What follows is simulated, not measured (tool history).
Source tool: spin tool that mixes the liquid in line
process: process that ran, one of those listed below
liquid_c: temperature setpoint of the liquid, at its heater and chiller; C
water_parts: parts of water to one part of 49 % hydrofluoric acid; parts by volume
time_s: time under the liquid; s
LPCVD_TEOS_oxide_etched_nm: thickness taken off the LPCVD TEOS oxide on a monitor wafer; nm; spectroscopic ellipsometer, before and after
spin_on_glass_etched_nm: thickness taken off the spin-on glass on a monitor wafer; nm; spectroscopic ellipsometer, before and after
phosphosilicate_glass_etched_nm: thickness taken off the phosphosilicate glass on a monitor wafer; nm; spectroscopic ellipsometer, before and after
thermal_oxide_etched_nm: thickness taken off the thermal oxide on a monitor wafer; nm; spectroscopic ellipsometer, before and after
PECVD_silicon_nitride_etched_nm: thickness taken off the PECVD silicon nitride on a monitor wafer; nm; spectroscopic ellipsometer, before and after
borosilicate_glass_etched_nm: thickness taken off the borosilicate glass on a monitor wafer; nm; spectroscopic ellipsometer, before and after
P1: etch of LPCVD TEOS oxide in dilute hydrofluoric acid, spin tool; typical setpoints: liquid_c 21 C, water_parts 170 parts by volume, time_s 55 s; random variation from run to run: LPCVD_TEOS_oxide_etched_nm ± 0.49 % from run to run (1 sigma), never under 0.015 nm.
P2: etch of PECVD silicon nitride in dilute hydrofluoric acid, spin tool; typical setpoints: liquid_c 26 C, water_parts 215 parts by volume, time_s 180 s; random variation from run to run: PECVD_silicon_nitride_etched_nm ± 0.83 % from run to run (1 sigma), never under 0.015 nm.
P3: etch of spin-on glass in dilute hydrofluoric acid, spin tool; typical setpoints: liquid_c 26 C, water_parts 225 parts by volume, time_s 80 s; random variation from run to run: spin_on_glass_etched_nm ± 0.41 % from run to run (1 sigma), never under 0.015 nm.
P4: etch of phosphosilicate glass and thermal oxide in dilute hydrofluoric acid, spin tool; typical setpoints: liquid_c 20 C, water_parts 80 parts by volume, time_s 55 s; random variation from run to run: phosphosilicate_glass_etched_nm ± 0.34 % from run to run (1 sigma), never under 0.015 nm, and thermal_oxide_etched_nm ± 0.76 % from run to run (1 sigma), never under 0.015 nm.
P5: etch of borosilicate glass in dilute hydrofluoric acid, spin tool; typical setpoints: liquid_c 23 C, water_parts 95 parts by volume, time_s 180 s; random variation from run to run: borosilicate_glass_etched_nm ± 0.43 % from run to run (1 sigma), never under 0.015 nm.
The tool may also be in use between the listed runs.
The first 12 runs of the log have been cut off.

run,hour,process,liquid_c,water_parts,time_s,LPCVD_TEOS_oxide_etched_nm,spin_on_glass_etched_nm,phosphosilicate_glass_etched_nm,thermal_oxide_etched_nm,PECVD_silicon_nitride_etched_nm,borosilicate_glass_etched_nm
13,120.3,P4,20,80,55,,,58.736,2.9838,,
14,126.7,P1,17,170,55,3.9924,,,,,
15,133.2,P4,20,130,55,,,34.264,1.713,,
16,145.4,P3,26,225,80,,7.1118,,,,
17,154.5,P2,33.5,215,180,,,,,4.6719,
18,163.5,P3,26,225,80,,7.0811,,,,
19,170.1,P2,26,215,180,,,,,2.9721,
20,182.7,P1,21,170,55,4.6778,,,,,
21,194.9,P5,23,95,180,,,,,,34.871
22,201.7,P5,23,95,15,,,,,,2.9765

Expected results for the next run?
23,207.9,P5,17.5,95,180,,,,,,?

For run 23 the tool returned borosilicate_glass_etched_nm 28.129 nm.
